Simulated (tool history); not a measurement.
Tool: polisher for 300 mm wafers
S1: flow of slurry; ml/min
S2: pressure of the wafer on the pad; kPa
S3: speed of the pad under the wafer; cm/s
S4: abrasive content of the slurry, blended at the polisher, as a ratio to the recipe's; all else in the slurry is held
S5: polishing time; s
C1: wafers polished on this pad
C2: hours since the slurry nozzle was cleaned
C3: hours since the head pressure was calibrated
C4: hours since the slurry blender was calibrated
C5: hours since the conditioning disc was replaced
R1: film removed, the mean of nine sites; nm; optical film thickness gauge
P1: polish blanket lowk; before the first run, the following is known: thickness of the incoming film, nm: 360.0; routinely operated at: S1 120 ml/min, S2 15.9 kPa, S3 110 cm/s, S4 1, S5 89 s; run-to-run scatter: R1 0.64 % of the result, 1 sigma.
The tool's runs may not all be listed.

| run | day | S1 | S2 | S3 | S4 | S5 | C1 | C2 | C3 | C4 | C5 | R1 |
|---|---|---|---|---|---|---|---|---|---|---|---|---|
| 1 | 0.583 | 120 | 15.9 | 110 | 1 | 89 | 629 | 545.2 | 425.2 | 158.1 | 219.1 | 55.525 |
| 2 | 1.246 | 120 | 15.9 | 52 | 1 | 128 | 824 | 561.1 | 441.1 | 174 | 235 | 43.842 |
| 3 | 1.808 | 120 | 15.9 | 110 | 1 | 89 | 991 | 574.6 | 454.6 | 187.5 | 248.5 | 55.816 |
| 4 | 2.133 | 120 | 15.9 | 110 | 1.4 | 89 | 1087 | 582.4 | 462.4 | 195.3 | 256.3 | 63.809 |
| 5 | 2.796 | 185 | 15.9 | 110 | 1 | 89 | 1283 | 598.3 | 478.3 | 211.2 | 272.2 | 60.192 |
| 6 | 3.279 | 120 | 15.9 | 66 | 1 | 89 | 1426 | 609.9 | 489.9 | 222.8 | 283.8 | 37.3 |
| 7 | 3.642 | 120 | 15.9 | 110 | 0.5 | 89 | 1533 | 618.6 | 498.6 | 231.5 | 292.5 | 38.417 |
| 8 | 4.258 | 120 | 15.9 | 146 | 1 | 89 | 1715 | 633.4 | 513.4 | 246.3 | 307.3 | 69.149 |
| 9 | 4.588 | 120 | 7.6 | 110 | 1 | 89 | 1812 | 641.3 | 521.3 | 254.2 | 315.2 | 26.51 |
| 10 | 4.933 | 75 | 15.9 | 84 | 1 | 89 | 1915 | 649.6 | 529.6 | 262.5 | 323.5 | 39.942 |
| 11 | 5.3 | 120 | 15.9 | 110 | 1 | 89 | 2023 | 658.4 | 538.4 | 271.3 | 332.3 | 55.009 |
|  | 5.425 | slurry nozzle cleaned |
|  | 5.654 | slurry blender recalibrated |
| 12 | 5.8 | 120 | 15.9 | 110 | 1 | 89 | 2171 | 9 | 550.4 | 3.5 | 344.3 | 55.921 |
| 13 | 6.204 | 120 | 15.9 | 110 | 1 | 66 | 2290 | 18.7 | 560.1 | 13.2 | 354 | 41.599 |
| 14 | 6.708 | 75 | 15.9 | 110 | 1 | 89 | 2439 | 30.8 | 572.2 | 25.3 | 366.1 | 49.118 |
| 15 | 7.242 | 120 | 15.9 | 110 | 1 | 137 | 2597 | 43.6 | 585 | 38.1 | 378.9 | 85.086 |
| 16 | 7.771 | 120 | 20 | 110 | 1 | 89 | 2754 | 56.3 | 597.7 | 50.8 | 391.6 | 70.286 |
| 17 | 8.404 | 120 | 15.9 | 110 | 1 | 89 | 2941 | 71.5 | 612.9 | 66 | 406.8 | 55.211 |
| 18 | 9.092 | 120 | 15.9 | 110 | 1 | 89 | 3144 | 88 | 629.4 | 82.5 | 423.3 | 53.281 |
| 19 | 9.642 | 120 | 15.9 | 110 | 1 | 89 | 3307 | 101.2 | 642.6 | 95.7 | 436.5 | 52.76 |
| 20 | 10.129 | 120 | 15.9 | 110 | 1 | 89 | 3451 | 112.9 | 654.3 | 107.4 | 448.2 | 52.073 |
|  | 10.342 | head pressure recalibrated |
| 21 | 10.517 | 120 | 15.9 | 110 | 1 | 89 | 3565 | 122.2 | 4.2 | 116.7 | 457.5 | 51.167 |
|  | 11.029 | conditioning disc replaced and pad reconditioned |
| 22 | 11.204 | 120 | 15.9 | 110 | 1 | 89 | 3769 | 138.7 | 20.7 | 133.2 | 4.3 | 50.318 |
|  | 11.617 | worn pad replaced by a new one |
| 23 | 11.854 | 120 | 15.9 | 110 | 1 | 89 | 70 | 154.3 | 36.3 | 148.8 | 19.9 | 50.329 |
| 24 | 12.192 | 120 | 15.9 | 110 | 1 | 89 | 170 | 162.4 | 44.4 | 156.9 | 28 | 51.012 |
| 25 | 12.542 | 120 | 15.9 | 110 | 1 | 89 | 273 | 170.8 | 52.8 | 165.3 | 36.4 | 50.237 |
| 26 | 12.892 | 120 | 15.9 | 110 | 1 | 89 | 377 | 179.2 | 61.2 | 173.7 | 44.8 | 49.817 |

The output of P1 has drifted from where it used to be. Each of the 2 causes below, taken at the size shown beside it, accounts for the log equally well:
A: slurry flow missing at the pad, % = 33.4
B: abrasive missing from the slurry, % = 19.4
Creep in the process output first set in at about day 8.404.
Each remaining cause and why it is not a fit:
removal rate lost through wear of the pad, %: was serviced at day 11.617, once the creep was under way, yet the earlier output never came back
head's pressure below its setpoint, %: was serviced at day 10.342, once the creep was under way, yet the earlier output never came back
time polished since the conditioner stopped cutting, s: was serviced at day 11.029, once the creep was under way, yet the earlier output never came back

Which of the check runs below tells the causes apart, meaning the causes would give it clearly different results? Each run uses 3 wafers whose results are averaged, and each result is shown as a question mark.
| check 1 | 13.242 | 175 | 15.9 | 110 | 1 | 89 |  |  |  |  |  | ? |
| check 2 | 13.242 | 85 | 15.9 | 110 | 0.6 | 89 |  |  |  |  |  | ? |
| check 3 | 13.242 | 120 | 15.9 | 144 | 1 | 89 |  |  |  |  |  | ? |
| check 4 | 13.242 | 120 | 9.7 | 110 | 1 | 111 |  |  |  |  |  | ? |

What every check run would give for each of its results, assuming each possible cause in turn:
| check | result | if A | if B |
|---|---|---|---|
| check 1 | R1 | 55.372 | 53.736 |
| check 2 | R1 | 34.165 | 34.44 |
| check 3 | R1 | 62.314 | 62.301 |
| check 4 | R1 | 38.137 | 38.129 |
Gap, in per cent, between the two causes that each check separates least, read from the result that separates them most: check 1 3 %; check 2 0.8 %; check 3 0.02 %; check 4 0.02 %
Of the check runs offered, only check 1 discriminates between the causes; the rest would read about the same regardless of which cause applies.

After running check 1, the following was obtained: R1 55.317 nm. Which cause does this point to?

It is A: slurry flow missing at the pad, %.

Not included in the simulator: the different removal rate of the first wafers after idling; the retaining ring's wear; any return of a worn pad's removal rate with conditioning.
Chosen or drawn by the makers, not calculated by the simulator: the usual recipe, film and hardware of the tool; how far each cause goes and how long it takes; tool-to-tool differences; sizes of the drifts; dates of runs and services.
